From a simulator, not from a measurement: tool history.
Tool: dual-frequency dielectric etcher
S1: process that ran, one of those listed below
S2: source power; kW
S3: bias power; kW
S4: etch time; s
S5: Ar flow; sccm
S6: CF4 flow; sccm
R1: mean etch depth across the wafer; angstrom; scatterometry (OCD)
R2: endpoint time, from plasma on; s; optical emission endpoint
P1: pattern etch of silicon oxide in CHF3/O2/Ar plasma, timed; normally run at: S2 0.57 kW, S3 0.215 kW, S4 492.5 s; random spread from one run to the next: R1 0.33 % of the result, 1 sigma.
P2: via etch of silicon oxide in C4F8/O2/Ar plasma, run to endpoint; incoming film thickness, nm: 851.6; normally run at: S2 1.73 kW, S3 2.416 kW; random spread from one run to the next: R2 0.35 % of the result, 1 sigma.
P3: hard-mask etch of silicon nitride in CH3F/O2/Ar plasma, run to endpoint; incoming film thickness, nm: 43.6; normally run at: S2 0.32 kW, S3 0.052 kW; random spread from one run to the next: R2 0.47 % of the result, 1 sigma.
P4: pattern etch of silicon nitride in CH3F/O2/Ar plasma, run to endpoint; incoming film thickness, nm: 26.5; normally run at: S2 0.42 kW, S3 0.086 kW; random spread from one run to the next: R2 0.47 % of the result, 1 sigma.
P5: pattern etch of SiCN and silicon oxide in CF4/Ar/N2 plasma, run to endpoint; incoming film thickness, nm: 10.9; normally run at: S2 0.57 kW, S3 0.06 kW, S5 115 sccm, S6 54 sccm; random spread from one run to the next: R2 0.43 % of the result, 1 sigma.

{"run": 1, "hour": 12.4, "S1": "P1", "S2": 0.57, "S3": 0.215, "S4": 492.5, "R1": 10289}
{"run": 2, "hour": 19.8, "S1": "P1", "S2": 0.57, "S3": 0.215, "S4": 492.5, "R1": 10264}
{"run": 3, "hour": 31.4, "S1": "P1", "S2": 0.57, "S3": 0.215, "S4": 271, "R1": 5651.7}
{"run": 4, "hour": 47.6, "S1": "P3", "S2": 0.32, "S3": 0.052, "R2": 73.961}
{"run": 5, "hour": 57.4, "S1": "P1", "S2": 0.42, "S3": 0.282, "S4": 492.5, "R1": 10098}
{"run": 6, "hour": 70.2, "S1": "P5", "S2": 0.57, "S3": 0.06, "S5": 115, "S6": 69, "R2": 11.129}
{"run": 7, "hour": 85.7, "S1": "P3", "S2": 0.32, "S3": 0.033, "R2": 84.801}
{"run": 8, "hour": 94.4, "S1": "P1", "S2": 0.57, "S3": 0.133, "S4": 492.5, "R1": 8717.1}
{"run": 9, "hour": 109.0, "S1": "P5", "S2": 0.57, "S3": 0.048, "S5": 115, "S6": 54, "R2": 12.565}
{"run": 10, "hour": 120.6, "S1": "P5", "S2": 0.76, "S3": 0.06, "S5": 115, "S6": 54, "R2": 9.0237}
{"run": 11, "hour": 128.3, "S1": "P1", "S2": 0.57, "S3": 0.288, "S4": 492.5, "R1": 11345}
{"run": 12, "hour": 144.7, "S1": "P1", "S2": 0.37, "S3": 0.215, "S4": 492.5, "R1": 8682.1}
{"run": 13, "hour": 156.4, "S1": "P1", "S2": 0.57, "S3": 0.168, "S4": 370.5, "R1": 7038.8}
{"run": 14, "hour": 167.8, "S1": "P5", "S2": 0.57, "S3": 0.06, "S5": 144, "S6": 54, "R2": 12.042}
{"run": 15, "hour": 175.7, "S1": "P4", "S2": 0.58, "S3": 0.086, "R2": 30.286}
{"run": 16, "hour": 185.3, "S1": "P2", "S2": 1.73, "S3": 1.411, "R2": 198.85}
{"run": 17, "hour": 195.2, "S1": "P5", "S2": 0.57, "S3": 0.06, "S5": 115, "S6": 54, "R2": 11.531}
{"run": 18, "hour": 207.8, "S1": "P1", "S2": 0.57, "S3": 0.215, "S4": 681, "R1": 14140}
{"run": 19, "hour": 215.6, "S1": "P1", "S2": 0.57, "S3": 0.215, "S4": 492.5, "R1": 10291}
{"hour": 229.1, "done": "bias power generator calibrated"}
{"run": 20, "hour": 229.9, "S1": "P3", "S2": 0.24, "S3": 0.052, "R2": 81.842}
{"run": 21, "hour": 246.2, "S1": "P1", "S2": 0.57, "S3": 0.215, "S4": 492.5, "R1": 10233}
{"run": 22, "hour": 258.6, "S1": "P2", "S2": 2.15, "S3": 2.416, "R2": 155.5}
{"run": 23, "hour": 272.5, "S1": "P4", "S2": 0.42, "S3": 0.086, "R2": 33.865}
{"run": 24, "hour": 280.1, "S1": "P1", "S2": 0.67, "S3": 0.131, "S4": 492.5, "R1": 9266.2}
{"run": 25, "hour": 290.7, "S1": "P1", "S2": 0.73, "S3": 0.215, "S4": 492.5, "R1": 11248}
{"run": 26, "hour": 302.7, "S1": "P2", "S2": 1.73, "S3": 2.416, "R2": 169.79}
{"run": 27, "hour": 311.7, "S1": "P5", "S2": 0.57, "S3": 0.06, "S5": 115, "S6": 54, "R2": 11.538}
{"run": 28, "hour": 320.5, "S1": "P4", "S2": 0.42, "S3": 0.086, "R2": 34.406}
{"run": 29, "hour": 329.7, "S1": "P4", "S2": 0.42, "S3": 0.064, "R2": 37.922}
{"run": 30, "hour": 345.0, "S1": "P1", "S2": 0.57, "S3": 0.215, "S4": 492.5, "R1": 10256}
{"run": 31, "hour": 353.4, "S1": "P1", "S2": 0.57, "S3": 0.215, "S4": 492.5, "R1": 10311}
{"run": 32, "hour": 368.1, "S1": "P1", "S2": 0.57, "S3": 0.215, "S4": 492.5, "R1": 10370}
{"hour": 376.0, "done": "wet clean of the chamber"}
{"run": 33, "hour": 377.0, "S1": "P1", "S2": 0.57, "S3": 0.215, "S4": 492.5, "R1": 10392}
{"run": 34, "hour": 388.3, "S1": "P1", "S2": 0.57, "S3": 0.215, "S4": 492.5, "R1": 10387}

For run 35, what comes out?
{"run": 35, "hour": 402.5, "S1": "P1", "S2": 0.57, "S3": 0.215, "S4": 492.5, "R1": "?"}

{"run 35": {"R1": 10411}}
